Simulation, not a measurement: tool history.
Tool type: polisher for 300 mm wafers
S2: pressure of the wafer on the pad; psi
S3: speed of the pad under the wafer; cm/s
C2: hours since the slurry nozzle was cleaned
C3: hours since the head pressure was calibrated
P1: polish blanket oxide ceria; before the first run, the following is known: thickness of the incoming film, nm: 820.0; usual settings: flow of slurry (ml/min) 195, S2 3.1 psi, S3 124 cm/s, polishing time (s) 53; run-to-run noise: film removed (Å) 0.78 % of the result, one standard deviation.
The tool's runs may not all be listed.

run 1 hour=8.8 | flow_of_slurry_(ml/min)=195 S2=3.1 S3=124 polishing_time_(s)=53 | wafers_polished_on_this_pad=623 C2=247.3 C3=181.6 | film_removed_(Å)=2500.9
run 2 hour=15.7 | flow_of_slurry_(ml/min)=195 S2=3.1 S3=124 polishing_time_(s)=77 | wafers_polished_on_this_pad=708 C2=254.2 C3=188.5 | film_removed_(Å)=3629.5
run 3 hour=21.2 | flow_of_slurry_(ml/min)=195 S2=1.4 S3=124 polishing_time_(s)=53 | wafers_polished_on_this_pad=776 C2=259.7 C3=194 | film_removed_(Å)=1111.7
run 4 hour=28.3 | flow_of_slurry_(ml/min)=195 S2=3.1 S3=182 polishing_time_(s)=73 | wafers_polished_on_this_pad=864 C2=266.8 C3=201.1 | film_removed_(Å)=5014.6
run 5 hour=37.3 | flow_of_slurry_(ml/min)=195 S2=4.8 S3=124 polishing_time_(s)=53 | wafers_polished_on_this_pad=975 C2=275.8 C3=210.1 | film_removed_(Å)=3835.7
run 6 hour=48.3 | flow_of_slurry_(ml/min)=115 S2=3.1 S3=124 polishing_time_(s)=53 | wafers_polished_on_this_pad=1111 C2=286.8 C3=221.1 | film_removed_(Å)=2282
run 7 hour=59.6 | flow_of_slurry_(ml/min)=195 S2=3.1 S3=124 polishing_time_(s)=53 | wafers_polished_on_this_pad=1250 C2=298.1 C3=232.4 | film_removed_(Å)=2504.1
run 8 hour=68.3 | flow_of_slurry_(ml/min)=195 S2=3.1 S3=190 polishing_time_(s)=53 | wafers_polished_on_this_pad=1358 C2=306.8 C3=241.1 | film_removed_(Å)=3809.9
run 9 hour=74.2 | flow_of_slurry_(ml/min)=195 S2=3.1 S3=124 polishing_time_(s)=53 | wafers_polished_on_this_pad=1431 C2=312.7 C3=247 | film_removed_(Å)=2499
run 10 hour=80.6 | flow_of_slurry_(ml/min)=265 S2=1.6 S3=124 polishing_time_(s)=53 | wafers_polished_on_this_pad=1510 C2=319.1 C3=253.4 | film_removed_(Å)=1322.8
-- hour=83.2 slurry nozzle cleaned
run 11 hour=88 | flow_of_slurry_(ml/min)=195 S2=3.1 S3=124 polishing_time_(s)=53 | wafers_polished_on_this_pad=1601 C2=4.9 C3=260.8 | film_removed_(Å)=2432.7
run 12 hour=97.9 | flow_of_slurry_(ml/min)=280 S2=3.1 S3=124 polishing_time_(s)=53 | wafers_polished_on_this_pad=1723 C2=14.8 C3=270.7 | film_removed_(Å)=2616.1
run 13 hour=105 | flow_of_slurry_(ml/min)=195 S2=3.1 S3=68 polishing_time_(s)=53 | wafers_polished_on_this_pad=1811 C2=21.9 C3=277.8 | film_removed_(Å)=1335
run 14 hour=116 | flow_of_slurry_(ml/min)=295 S2=3.1 S3=124 polishing_time_(s)=26 | wafers_polished_on_this_pad=1947 C2=32.9 C3=288.8 | film_removed_(Å)=1275.1
run 15 hour=122.1 | flow_of_slurry_(ml/min)=195 S2=3.1 S3=124 polishing_time_(s)=27 | wafers_polished_on_this_pad=2022 C2=39 C3=294.9 | film_removed_(Å)=1278.2
run 16 hour=133 | flow_of_slurry_(ml/min)=195 S2=3.1 S3=124 polishing_time_(s)=53 | wafers_polished_on_this_pad=2157 C2=49.9 C3=305.8 | film_removed_(Å)=2495.6
run 17 hour=141.3 | flow_of_slurry_(ml/min)=195 S2=3.1 S3=124 polishing_time_(s)=53 | wafers_polished_on_this_pad=2259 C2=58.2 C3=314.1 | film_removed_(Å)=2434.5
run 18 hour=151.5 | flow_of_slurry_(ml/min)=195 S2=3.1 S3=124 polishing_time_(s)=53 | wafers_polished_on_this_pad=2385 C2=68.4 C3=324.3 | film_removed_(Å)=2399.8
run 19 hour=156.7 | flow_of_slurry_(ml/min)=195 S2=3.1 S3=124 polishing_time_(s)=53 | wafers_polished_on_this_pad=2450 C2=73.6 C3=329.5 | film_removed_(Å)=2341.1
run 20 hour=162.8 | flow_of_slurry_(ml/min)=195 S2=3.1 S3=124 polishing_time_(s)=53 | wafers_polished_on_this_pad=2525 C2=79.7 C3=335.6 | film_removed_(Å)=2328.5
-- hour=170.1 head pressure recalibrated
run 21 hour=171 | flow_of_slurry_(ml/min)=195 S2=3.1 S3=124 polishing_time_(s)=53 | wafers_polished_on_this_pad=2626 C2=87.9 C3=0.9 | film_removed_(Å)=2344.1
run 22 hour=180.5 | flow_of_slurry_(ml/min)=195 S2=3.1 S3=124 polishing_time_(s)=53 | wafers_polished_on_this_pad=2744 C2=97.4 C3=10.4 | film_removed_(Å)=2318.7
run 23 hour=192.1 | flow_of_slurry_(ml/min)=195 S2=3.1 S3=124 polishing_time_(s)=53 | wafers_polished_on_this_pad=2887 C2=109 C3=22 | film_removed_(Å)=2320.4
run 24 hour=202.5 | flow_of_slurry_(ml/min)=195 S2=3.1 S3=124 polishing_time_(s)=53 | wafers_polished_on_this_pad=3015 C2=119.4 C3=32.4 | film_removed_(Å)=2274.2
run 25 hour=213.6 | flow_of_slurry_(ml/min)=195 S2=3.1 S3=124 polishing_time_(s)=53 | wafers_polished_on_this_pad=3152 C2=130.5 C3=43.5 | film_removed_(Å)=2287.2

What P1 gives has crept away from where it was. These 2 causes fit the log equally well, each at the size given:
A: removal rate lost through wear of the pad, % = 7.96
B: slurry flow missing at the pad, % = 38.5
Onset of the creep was near hour 133.
Other possible causes, and why each is ruled out:
head's pressure below its setpoint, %: was serviced at hour 170.1, once the creep was under way, yet the earlier output never came back

You are offered 4 check runs, listed below with question marks in place of their results; each one averages 2 wafers. Which run separates the listed causes by giving clearly different results for each?
run check 1 hour=224.7 | flow_of_slurry_(ml/min)=195 S2=3.1 S3=188 polishing_time_(s)=53 | film_removed_(Å)=?
run check 2 hour=224.7 | flow_of_slurry_(ml/min)=125 S2=4.1 S3=124 polishing_time_(s)=53 | film_removed_(Å)=?
run check 3 hour=224.7 | flow_of_slurry_(ml/min)=195 S2=1.6 S3=124 polishing_time_(s)=28 | film_removed_(Å)=?
run check 4 hour=224.7 | flow_of_slurry_(ml/min)=195 S2=3.1 S3=186 polishing_time_(s)=53 | film_removed_(Å)=?

How each check would come out, cause by cause:
check=check_1 result=film_removed_(Å) if_A=3464.6 if_B=3464.9
check=check_2 result=film_removed_(Å) if_A=2806 if_B=2694.1
check=check_3 result=film_removed_(Å) if_A=623.1 if_B=623.16
check=check_4 result=film_removed_(Å) if_A=3427.8 if_B=3428.1
Gap, in per cent, between the two causes that each check separates least, read from the result that separates them most: check 1 0.01 %; check 2 4.07 %; check 3 0.01 %; check 4 0.01 %
Only check 2 tells the causes apart: in the others they would give nearly the same result.

With check 2 done, the readings were: film removed (Å) 2704.3. Identify which of the listed causes applies.

B is the cause: slurry flow missing at the pad, %.
